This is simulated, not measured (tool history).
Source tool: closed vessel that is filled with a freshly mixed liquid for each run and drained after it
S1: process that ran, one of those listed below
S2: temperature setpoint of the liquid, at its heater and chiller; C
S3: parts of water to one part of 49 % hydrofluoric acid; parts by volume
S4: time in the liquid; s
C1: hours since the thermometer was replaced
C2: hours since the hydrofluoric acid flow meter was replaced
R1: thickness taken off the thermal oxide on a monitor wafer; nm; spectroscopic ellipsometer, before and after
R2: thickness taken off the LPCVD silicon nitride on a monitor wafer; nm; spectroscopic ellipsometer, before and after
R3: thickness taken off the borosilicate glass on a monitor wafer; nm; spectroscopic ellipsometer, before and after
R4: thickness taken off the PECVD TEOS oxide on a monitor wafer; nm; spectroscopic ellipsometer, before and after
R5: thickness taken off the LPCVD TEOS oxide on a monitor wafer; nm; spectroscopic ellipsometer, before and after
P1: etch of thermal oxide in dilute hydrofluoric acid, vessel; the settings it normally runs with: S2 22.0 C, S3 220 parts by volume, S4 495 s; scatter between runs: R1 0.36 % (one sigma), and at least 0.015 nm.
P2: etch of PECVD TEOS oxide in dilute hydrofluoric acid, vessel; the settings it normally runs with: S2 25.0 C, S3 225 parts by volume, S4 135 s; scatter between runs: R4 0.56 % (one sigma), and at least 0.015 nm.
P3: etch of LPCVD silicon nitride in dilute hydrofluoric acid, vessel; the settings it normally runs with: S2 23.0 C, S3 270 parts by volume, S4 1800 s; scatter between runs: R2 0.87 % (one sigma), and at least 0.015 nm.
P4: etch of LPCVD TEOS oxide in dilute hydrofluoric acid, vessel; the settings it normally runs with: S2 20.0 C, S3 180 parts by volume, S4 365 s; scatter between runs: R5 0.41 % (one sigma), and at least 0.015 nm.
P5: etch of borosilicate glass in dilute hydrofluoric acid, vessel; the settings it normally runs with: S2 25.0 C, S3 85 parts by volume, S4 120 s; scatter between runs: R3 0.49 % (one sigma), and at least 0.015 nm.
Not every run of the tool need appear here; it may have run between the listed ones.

run	day	S1	S2	S3	S4	C1	C2	R1	R2	R3	R4	R5
1	0.317	P1	22.0	220	495	883.7	427.9	8.3995				
2	0.638	P3	28.0	270	1800	891.4	435.6		4.04310			
3	0.958	P1	22.0	220	190	899.1	443.3	3.2074				
4	1.267	P5	25.0	85	120	906.5	450.7			38.753		
5	1.633	P2	25.0	225	205	915.3	459.5				10.7050	
6	1.971	P1	22.0	220	730	923.4	467.6	12.4590				
7	2.346	P1	27.5	220	495	932.4	476.6	10.2900				
8	2.567	P5	25.0	85	35	937.7	481.9			11.359		
9	2.821	P2	25.0	225	135	943.8	488.0				7.0360	
10	3.133	P1	22.0	405	495	951.3	495.5	3.8666				
11	3.429	P2	30.0	225	135	958.4	502.6				8.3138	
12	3.717	P4	17.0	180	365	965.3	509.5					49.148
13	3.904	P1	28.0	220	305	969.8	514.0	6.3785				
14	4.150	P1	22.0	220	495	975.7	519.9	8.4008				
15	4.533	P1	22.0	220	495	984.9	529.1	8.4563				
16	4.883	P3	23.0	270	175	993.3	537.5		0.26805			
17	5.104	P4	20.0	180	715	998.6	542.8					108.550
18	5.375	P3	23.0	270	1800	1005.1	549.3		3.00720			
19	5.775	P1	22.0	90	495	1014.7	558.9	23.7440				
20	6.162	P1	17.0	360	495	1024.0	568.2	3.7638				
21	6.442	P2	25.0	105	135	1030.7	574.9				17.3430	
22	6.717	P5	25.0	85	120	1037.3	581.5			38.894		
23	7.096	P4	20.0	180	365	1046.4	590.6					55.216
24	7.492	P1	22.0	220	495	1055.9	600.1	8.4450				
25	7.683	P4	20.0	320	365	1060.5	604.7					27.522
26	7.904	P5	33.0	85	120	1065.8	610.0			52.963		
27	8.150	P5	25.0	135	120	1071.7	615.9			22.819		
28	8.446	P3	23.0	430	1800	1078.8	623.0		1.91350			
29	8.667	P1	18.0	220	495	1084.1	628.3	7.1975				
30	9.067	P1	22.0	220	495	1093.7	637.9	8.4556				
31	9.250	P1	22.0	220	495	1098.1	642.3	8.1409				
32	9.467	P1	22.0	220	495	1103.3	647.5	8.0355				
33	9.671	P1	22.0	220	495	1108.2	652.4	7.9240				
34	9.925	P1	22.0	220	495	1114.3	658.5	7.8087				
35	10.162	P1	22.0	220	495	1120.0	664.2	7.7966				
36	10.342	P1	22.0	220	495	1124.3	668.5	7.7361				
37	10.571	P1	22.0	220	495	1129.8	674.0	7.7232				
38	10.796	P1	22.0	220	495	1135.2	679.4	7.7567				

What P1 gives has crept off from where it sat before. The 2 causes that follow fit the log equally well, each at the size noted:
A: liquid colder than its thermometer reads (K) = 2.24
B: hydrofluoric acid flow below the setpoint (%) = 6.65
The onset of the drift is placed at about day 9.067.

Which of the 4 check runs listed below, each an average over 2 wafers with its results shown as question marks, gives clearly different results under the different listed causes?
check 1	11.021	P5	30.5	85	70					?		
check 2	11.021	P2	25.0	120	135						?	
check 3	11.021	P3	23.0	350	1800				?			
check 4	11.021	P4	20.0	260	365							?

Check results expected under each cause:
check	result	if A	if B
check 1	R3	25.727	25.930
check 2	R4	13.6190	13.7340
check 3	R2	2.01620	2.16190
check 4	R5	32.739	32.703
Per-check spread between the two closest causes, in the result where they differ most: check 1 0.79 %; check 2 0.84 %; check 3 6.98 %; check 4 0.11 %
Only check 3 tells the causes apart: in the others they would give nearly the same result.

Check 3 has now been run. It gave: R2 2.02300 nm. Which of the candidate causes is it?

It is A: liquid colder than its thermometer reads (K).
